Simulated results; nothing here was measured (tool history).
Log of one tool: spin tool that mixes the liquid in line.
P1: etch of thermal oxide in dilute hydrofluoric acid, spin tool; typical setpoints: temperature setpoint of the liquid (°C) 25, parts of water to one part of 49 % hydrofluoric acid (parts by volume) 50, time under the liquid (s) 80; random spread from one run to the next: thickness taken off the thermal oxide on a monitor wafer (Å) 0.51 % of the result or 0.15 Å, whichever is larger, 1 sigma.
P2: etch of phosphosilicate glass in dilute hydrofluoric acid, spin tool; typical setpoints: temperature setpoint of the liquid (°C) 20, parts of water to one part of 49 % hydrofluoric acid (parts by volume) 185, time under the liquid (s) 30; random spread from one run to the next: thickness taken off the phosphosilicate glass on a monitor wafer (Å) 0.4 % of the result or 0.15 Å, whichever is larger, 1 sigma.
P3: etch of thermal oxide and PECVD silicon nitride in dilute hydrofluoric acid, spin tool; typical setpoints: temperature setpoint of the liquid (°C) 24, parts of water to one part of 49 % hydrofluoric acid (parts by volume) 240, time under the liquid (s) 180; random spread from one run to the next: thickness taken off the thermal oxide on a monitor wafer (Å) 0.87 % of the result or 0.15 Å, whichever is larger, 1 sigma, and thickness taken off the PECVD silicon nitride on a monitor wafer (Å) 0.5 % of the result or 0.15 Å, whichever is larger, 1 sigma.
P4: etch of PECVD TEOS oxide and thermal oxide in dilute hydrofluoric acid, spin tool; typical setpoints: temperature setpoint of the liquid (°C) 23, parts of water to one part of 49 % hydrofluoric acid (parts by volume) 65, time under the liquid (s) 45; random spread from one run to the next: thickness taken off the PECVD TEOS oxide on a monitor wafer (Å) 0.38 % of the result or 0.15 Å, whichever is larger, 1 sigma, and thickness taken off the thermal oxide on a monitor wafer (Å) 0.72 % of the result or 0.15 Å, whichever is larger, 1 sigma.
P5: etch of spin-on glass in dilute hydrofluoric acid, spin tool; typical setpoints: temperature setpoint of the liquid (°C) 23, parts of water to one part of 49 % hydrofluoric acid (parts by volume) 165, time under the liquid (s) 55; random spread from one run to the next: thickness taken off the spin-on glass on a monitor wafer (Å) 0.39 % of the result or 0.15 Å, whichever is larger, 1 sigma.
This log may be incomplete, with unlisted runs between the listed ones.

run	hour	process that ran	temperature setpoint of the liquid (°C)	parts of water to one part of 49 % hydrofluoric acid (parts by volume)	time under the liquid (s)	thickness taken off the thermal oxide on a monitor wafer (Å)	thickness taken off the spin-on glass on a monitor wafer (Å)	thickness taken off the phosphosilicate glass on a monitor wafer (Å)	thickness taken off the PECVD TEOS oxide on a monitor wafer (Å)	thickness taken off the PECVD silicon nitride on a monitor wafer (Å)
1	16.3	P1	25	50	80	78.555				
2	30.8	P1	18	50	80	58.591				
3	43.9	P5	23	165	15		41.794			
4	53.8	P5	23	75	55		376			
5	68.8	P2	26.5	185	30			316.8		
6	76	P1	25	50	160	155.88				
7	84.3	P4	23	65	45	31.702			124.94	
8	91.6	P1	32	50	135	174.95				
9	102.8	P2	20	185	30			248.63		
10	113.8	P5	17	165	55		121.64			
11	124.1	P3	24	240	265	44.534				59.586
12	140.3	P4	17	65	45	25.04			96.68	
13	155.3	P3	31	240	180	38.723				61.374
14	165.8	P1	30.5	50	80	97.064				
15	174.9	P3	24	240	180	30.848				40.322
16	182.9	P1	25	20	80	202.09				
17	197.4	P1	18.5	50	160	118.76				
18	210.6	P1	17.5	50	115	82.407				
19	219.2	P1	25	50	80	78.407				
20	230.6	P1	25	50	15	14.673				
21	246.1	P4	23	65	45	31.807			125.42	
22	255.3	P1	25	50	80	78.093				
23	267.3	P1	25	50	80	77.888				
24	278.9	P2	20	185	15			124.15		
25	288.8	P2	20	185	30			247.74		
26	300.3	P2	20	50	30			1063.2		
27	313.5	P3	24	240	180	30.383				40.425
28	327	P3	24	50	180	184.52				189.92
29	334.1	P4	23	65	15	10.47			41.456	
30	342.1	P1	25	75	80	50.291				
31	356.2	P4	23	115	45	17.043			66.423	
32	363.6	P5	23	165	55		153.36			
33	379.5	P5	23	165	55		153.01			
34	394.4	P1	25	50	80	77.886				
35	403.7	P1	25	50	80	80.835				
36	416.1	P1	25	50	80	84.034				
37	425	P1	25	50	80	84.165				
38	435.1	P1	25	50	80	85.746				
39	445.6	P1	25	50	80	84.306				
40	456.9	P1	25	50	80	85.655				

The output of P1 has drifted from where it used to be. Each of the 2 causes below, taken at the size shown beside it, accounts for the log equally well:
A: liquid hotter than its thermometer reads (K) = 2.12
B: hydrofluoric acid flow above the setpoint (%) = 8.38
The process output started creeping at around hour 394.4.

Question marks stand in for the results of the 4 check runs listed below, each run on one wafer. Under which run would the listed causes show clearly different results?
check 1	468.2	P5	17	75	55		?			
check 2	468.2	P4	23	110	45	?			?	
check 3	468.2	P3	24	115	250	?				?
check 4	468.2	P2	25.5	100	30			?		

How each check would come out, cause by cause:
check	result	if A	if B
check 1	thickness taken off the spin-on glass on a monitor wafer (Å)	318.91	317.89
check 2	thickness taken off the thermal oxide on a monitor wafer (Å)	19.471	19.614
check 2	thickness taken off the PECVD TEOS oxide on a monitor wafer (Å)	75.692	76.247
check 3	thickness taken off the thermal oxide on a monitor wafer (Å)	110.97	111.97
check 3	thickness taken off the PECVD silicon nitride on a monitor wafer (Å)	132.97	125.46
check 4	thickness taken off the phosphosilicate glass on a monitor wafer (Å)	679.88	685.55
Separation of the two closest causes in each check, using whichever result separates them best: check 1 0.32 %; check 2 0.73 %; check 3 5.81 %; check 4 0.83 %
Only check 3 tells the causes apart: in the others they would give nearly the same result.

The results of check 3 are: thickness taken off the thermal oxide on a monitor wafer (Å) 111.33; thickness taken off the PECVD silicon nitride on a monitor wafer (Å) 125.62. Based on these, which of the listed causes is it?

The cause is B: hydrofluoric acid flow above the setpoint (%).
